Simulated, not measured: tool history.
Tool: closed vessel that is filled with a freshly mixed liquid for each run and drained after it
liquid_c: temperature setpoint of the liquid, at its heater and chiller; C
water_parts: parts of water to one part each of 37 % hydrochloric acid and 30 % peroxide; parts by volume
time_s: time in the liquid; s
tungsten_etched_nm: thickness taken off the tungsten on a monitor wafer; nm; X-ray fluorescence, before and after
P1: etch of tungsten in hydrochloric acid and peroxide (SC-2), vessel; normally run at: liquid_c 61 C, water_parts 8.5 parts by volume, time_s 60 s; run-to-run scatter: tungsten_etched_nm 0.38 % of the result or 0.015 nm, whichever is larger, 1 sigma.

run	day	liquid_c	water_parts	time_s	tungsten_etched_nm
1	0.433	61	8.5	60	44.475
2	0.912	46	8.5	60	16.649
3	1.325	61	4	30	38.957
# day 1.521: new drum of peroxide connected
4	1.625	61	8.5	95	70.945
5	2.142	72	8.5	60	87.032
6	2.608	61	8.5	60	44.492
7	2.9	61	4	60	77.792
8	3.312	72	4.5	60	140.55
9	3.775	61	15	60	27.659
10	4.25	71.5	4	60	147.68
11	4.625	61	8.5	60	44.489
12	4.879	61	8.5	30	22.297

The next listed run, before its measurement:
13	5.192	61	8.5	60	?

{"run 13": {"tungsten_etched_nm": 44.52}}
